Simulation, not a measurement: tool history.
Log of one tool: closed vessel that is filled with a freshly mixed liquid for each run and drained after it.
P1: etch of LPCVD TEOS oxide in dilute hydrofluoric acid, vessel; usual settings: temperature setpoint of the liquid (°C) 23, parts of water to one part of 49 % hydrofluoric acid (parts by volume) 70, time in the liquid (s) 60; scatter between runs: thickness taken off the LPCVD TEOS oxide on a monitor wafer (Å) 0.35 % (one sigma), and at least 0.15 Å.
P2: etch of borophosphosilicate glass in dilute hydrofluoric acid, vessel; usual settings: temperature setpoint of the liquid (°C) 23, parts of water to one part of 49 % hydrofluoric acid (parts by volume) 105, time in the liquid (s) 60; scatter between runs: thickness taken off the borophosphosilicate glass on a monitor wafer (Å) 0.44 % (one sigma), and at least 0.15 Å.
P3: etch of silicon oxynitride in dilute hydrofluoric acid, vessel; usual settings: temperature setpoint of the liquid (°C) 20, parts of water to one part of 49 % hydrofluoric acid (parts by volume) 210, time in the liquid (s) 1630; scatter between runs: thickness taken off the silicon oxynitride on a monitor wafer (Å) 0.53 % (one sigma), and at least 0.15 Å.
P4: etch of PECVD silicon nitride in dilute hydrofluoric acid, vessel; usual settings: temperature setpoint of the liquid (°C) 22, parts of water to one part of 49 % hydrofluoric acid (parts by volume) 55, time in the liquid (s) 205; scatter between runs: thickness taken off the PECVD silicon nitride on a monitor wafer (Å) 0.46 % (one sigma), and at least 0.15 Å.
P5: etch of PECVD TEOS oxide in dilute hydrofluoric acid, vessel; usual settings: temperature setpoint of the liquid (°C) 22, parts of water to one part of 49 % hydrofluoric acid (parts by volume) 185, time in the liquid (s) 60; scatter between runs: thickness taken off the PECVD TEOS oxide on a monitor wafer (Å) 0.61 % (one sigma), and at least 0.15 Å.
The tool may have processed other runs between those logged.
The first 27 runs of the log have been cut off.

| run | hour | process that ran | temperature setpoint of the liquid (°C) | parts of water to one part of 49 % hydrofluoric acid (parts by volume) | time in the liquid (s) | thickness taken off the LPCVD TEOS oxide on a monitor wafer (Å) | thickness taken off the PECVD TEOS oxide on a monitor wafer (Å) | thickness taken off the silicon oxynitride on a monitor wafer (Å) | thickness taken off the PECVD silicon nitride on a monitor wafer (Å) | thickness taken off the borophosphosilicate glass on a monitor wafer (Å) |
|---|---|---|---|---|---|---|---|---|---|---|
| 28 | 265.2 | P2 | 23 | 105 | 90 |  |  |  |  | 321.36 |
| 29 | 275.8 | P1 | 18 | 70 | 60 | 162.81 |  |  |  |  |
| 30 | 281.5 | P4 | 22 | 55 | 205 |  |  |  | 142.65 |  |
| 31 | 293.1 | P1 | 23 | 70 | 90 | 301.32 |  |  |  |  |
| 32 | 301.9 | P1 | 27.5 | 70 | 105 | 422.48 |  |  |  |  |
| 33 | 308 | P1 | 23 | 70 | 60 | 201.71 |  |  |  |  |
| 34 | 314.9 | P1 | 23 | 70 | 60 | 201 |  |  |  |  |
| 35 | 321.1 | P1 | 23 | 70 | 60 | 205.08 |  |  |  |  |
| 36 | 329.2 | P1 | 23 | 70 | 60 | 207.82 |  |  |  |  |

What does the tool deliver on the next run?
| 37 | 341.9 | P1 | 23 | 70 | 60 | ? |  |  |  |  |

thickness taken off the LPCVD TEOS oxide on a monitor wafer (Å): 211.12

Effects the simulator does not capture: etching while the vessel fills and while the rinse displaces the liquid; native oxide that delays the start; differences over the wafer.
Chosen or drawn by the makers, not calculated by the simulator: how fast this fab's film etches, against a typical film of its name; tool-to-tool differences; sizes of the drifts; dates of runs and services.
